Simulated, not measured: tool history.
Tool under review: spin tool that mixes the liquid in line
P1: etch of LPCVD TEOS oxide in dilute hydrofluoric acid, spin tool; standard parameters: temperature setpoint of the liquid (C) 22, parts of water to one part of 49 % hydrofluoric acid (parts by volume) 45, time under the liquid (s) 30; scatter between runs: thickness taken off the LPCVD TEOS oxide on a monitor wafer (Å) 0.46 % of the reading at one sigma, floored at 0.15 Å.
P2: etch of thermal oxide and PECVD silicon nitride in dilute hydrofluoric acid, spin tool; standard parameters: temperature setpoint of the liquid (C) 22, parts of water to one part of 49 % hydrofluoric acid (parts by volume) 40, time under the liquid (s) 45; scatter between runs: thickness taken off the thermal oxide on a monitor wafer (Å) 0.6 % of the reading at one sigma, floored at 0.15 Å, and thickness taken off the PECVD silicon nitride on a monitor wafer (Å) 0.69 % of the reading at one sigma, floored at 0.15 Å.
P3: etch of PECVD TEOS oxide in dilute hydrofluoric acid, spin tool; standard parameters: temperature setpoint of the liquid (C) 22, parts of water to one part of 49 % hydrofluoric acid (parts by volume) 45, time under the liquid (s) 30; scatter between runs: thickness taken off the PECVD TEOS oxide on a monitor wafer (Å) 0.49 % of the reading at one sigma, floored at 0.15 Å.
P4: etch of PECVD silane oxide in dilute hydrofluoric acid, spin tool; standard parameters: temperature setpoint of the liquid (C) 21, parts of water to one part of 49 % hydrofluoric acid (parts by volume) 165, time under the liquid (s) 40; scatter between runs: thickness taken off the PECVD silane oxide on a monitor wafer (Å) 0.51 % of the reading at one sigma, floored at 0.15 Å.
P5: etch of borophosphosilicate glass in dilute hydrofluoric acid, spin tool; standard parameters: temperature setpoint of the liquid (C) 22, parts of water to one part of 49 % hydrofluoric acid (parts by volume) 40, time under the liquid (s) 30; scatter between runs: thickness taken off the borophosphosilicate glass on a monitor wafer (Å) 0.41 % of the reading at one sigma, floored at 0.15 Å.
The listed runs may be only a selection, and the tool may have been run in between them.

| run | day | process that ran | temperature setpoint of the liquid (C) | parts of water to one part of 49 % hydrofluoric acid (parts by volume) | time under the liquid (s) | hours since the thermometer was replaced | hours since the hydrofluoric acid flow meter was replaced | thickness taken off the LPCVD TEOS oxide on a monitor wafer (Å) | thickness taken off the PECVD TEOS oxide on a monitor wafer (Å) | thickness taken off the thermal oxide on a monitor wafer (Å) | thickness taken off the PECVD silicon nitride on a monitor wafer (Å) | thickness taken off the borophosphosilicate glass on a monitor wafer (Å) | thickness taken off the PECVD silane oxide on a monitor wafer (Å) |
|---|---|---|---|---|---|---|---|---|---|---|---|---|---|
| 1 | 0.158 | P1 | 22 | 45 | 30 | 1514.5 | 318.1 | 309.79 |  |  |  |  |  |
| 2 | 0.308 | P3 | 22 | 45 | 30 | 1518.1 | 321.7 |  | 101.490 |  |  |  |  |
| 3 | 0.438 | P2 | 17 | 40 | 45 | 1521.2 | 324.8 |  |  | 42.227 | 22.545 |  |  |
| 4 | 0.575 | P1 | 22 | 45 | 30 | 1524.5 | 328.1 | 313.62 |  |  |  |  |  |
| 5 | 0.750 | P1 | 22 | 45 | 15 | 1528.7 | 332.3 | 157.07 |  |  |  |  |  |
| 6 | 0.896 | P3 | 22 | 45 | 30 | 1532.2 | 335.8 |  | 101.600 |  |  |  |  |
| 7 | 1.025 | P1 | 28 | 20 | 30 | 1535.3 | 338.9 | 935.48 |  |  |  |  |  |
| 8 | 1.121 | P1 | 22 | 65 | 30 | 1537.6 | 341.2 | 211.28 |  |  |  |  |  |
| 9 | 1.212 | P1 | 22 | 45 | 30 | 1539.8 | 343.4 | 315.54 |  |  |  |  |  |
| 10 | 1.317 | P5 | 22 | 20 | 30 | 1542.3 | 345.9 |  |  |  |  | 547.94 |  |
| 11 | 1.504 | P2 | 22 | 40 | 45 | 1546.8 | 350.4 |  |  | 51.854 | 32.108 |  |  |
| 12 | 1.688 | P4 | 21 | 280 | 40 | 1551.2 | 354.8 |  |  |  |  |  | 26.406 |
| 13 | 1.788 | P2 | 22 | 20 | 45 | 1553.6 | 357.2 |  |  | 106.780 | 62.172 |  |  |
| 14 | 1.946 | P1 | 22 | 45 | 30 | 1557.4 | 361.0 | 313.53 |  |  |  |  |  |
| 15 | 2.129 | P5 | 22 | 40 | 30 | 1561.8 | 365.4 |  |  |  |  | 268.52 |  |
| 16 | 2.275 | P1 | 22 | 45 | 30 | 1565.3 | 368.9 | 312.59 |  |  |  |  |  |
| 17 | 2.408 | P4 | 17 | 165 | 40 | 1568.5 | 372.1 |  |  |  |  |  | 42.106 |
| 18 | 2.538 | P1 | 22 | 45 | 55 | 1571.6 | 375.2 | 576.79 |  |  |  |  |  |
| 19 | 2.629 | P1 | 18 | 45 | 30 | 1573.8 | 377.4 | 265.38 |  |  |  |  |  |
| 20 | 2.729 | P3 | 22 | 45 | 55 | 1576.2 | 379.8 |  | 185.600 |  |  |  |  |
| 21 | 2.900 | P3 | 22 | 75 | 30 | 1580.3 | 383.9 |  | 58.343 |  |  |  |  |
| 22 | 3.012 | P5 | 22 | 40 | 30 | 1583.0 | 386.6 |  |  |  |  | 266.33 |  |
| 23 | 3.221 | P1 | 22 | 75 | 55 | 1588.0 | 391.6 | 331.25 |  |  |  |  |  |
| 24 | 3.350 | P1 | 22 | 45 | 30 | 1591.1 | 394.7 | 314.32 |  |  |  |  |  |
|  | 3.417 | hydrofluoric acid flow meter replaced |
| 25 | 3.479 | P5 | 22 | 40 | 15 | 1594.2 | 1.6 |  |  |  |  | 134.22 |  |
| 26 | 3.583 | P1 | 22 | 75 | 60 | 1596.7 | 4.1 | 360.94 |  |  |  |  |  |
| 27 | 3.700 | P4 | 21 | 165 | 40 | 1599.5 | 6.9 |  |  |  |  |  | 49.314 |
| 28 | 3.858 | P1 | 22 | 20 | 30 | 1603.3 | 10.7 | 726.32 |  |  |  |  |  |
| 29 | 3.983 | P4 | 21 | 165 | 20 | 1606.3 | 13.7 |  |  |  |  |  | 24.660 |
| 30 | 4.112 | P1 | 22 | 45 | 30 | 1609.4 | 16.8 | 313.57 |  |  |  |  |  |
| 31 | 4.258 | P1 | 27 | 45 | 30 | 1612.9 | 20.3 | 384.96 |  |  |  |  |  |
| 32 | 4.367 | P3 | 30 | 45 | 30 | 1615.5 | 22.9 |  | 140.390 |  |  |  |  |
| 33 | 4.525 | P2 | 22 | 40 | 80 | 1619.3 | 26.7 |  |  | 93.207 | 56.219 |  |  |

Expected results for the next run?
| 34 | 4.725 | P5 | 17 | 40 | 30 | 1624.1 | 31.5 |  |  |  |  | ? |  |

Run 34 came out at thickness taken off the borophosphosilicate glass on a monitor wafer (Å) 216.15.
